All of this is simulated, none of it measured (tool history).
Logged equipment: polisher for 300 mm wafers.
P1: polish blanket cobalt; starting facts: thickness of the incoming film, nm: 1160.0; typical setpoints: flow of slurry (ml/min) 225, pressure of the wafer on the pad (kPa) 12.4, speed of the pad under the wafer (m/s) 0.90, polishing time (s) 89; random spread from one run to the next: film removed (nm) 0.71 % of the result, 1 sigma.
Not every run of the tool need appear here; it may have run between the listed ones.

run	hour	flow of slurry (ml/min)	pressure of the wafer on the pad (kPa)	speed of the pad under the wafer (m/s)	polishing time (s)	film removed (nm)
1	2.9	225	12.4	0.90	89	401.40
2	5.4	320	12.4	0.90	89	416.68
3	10.4	225	12.4	0.90	89	406.53
# hour 11.0: worn pad replaced by a new one
4	15.0	140	12.4	0.90	89	373.00
5	19.5	225	8.3	0.90	89	267.28
6	22.7	225	12.4	0.90	40	184.37
7	26.3	225	12.4	1.18	89	534.16
8	29.2	225	12.4	0.90	89	407.54
# hour 33.1: head pressure recalibrated
9	33.8	330	12.4	0.90	116	542.59
10	39.3	225	12.4	0.90	133	601.93
11	42.0	225	18.6	0.90	89	606.63
12	47.4	225	12.4	0.90	89	401.42
# hour 48.8: slurry nozzle cleaned
13	50.4	225	12.4	0.90	89	408.02
14	53.2	225	12.4	0.90	89	404.26
15	58.5	225	12.4	0.90	89	402.79
16	63.4	225	12.4	0.42	89	188.91
17	66.7	225	12.4	0.90	89	402.42

Run 18 comes next. What will it give?
18	70.0	225	12.4	0.90	89	?

film removed (nm): 392.14

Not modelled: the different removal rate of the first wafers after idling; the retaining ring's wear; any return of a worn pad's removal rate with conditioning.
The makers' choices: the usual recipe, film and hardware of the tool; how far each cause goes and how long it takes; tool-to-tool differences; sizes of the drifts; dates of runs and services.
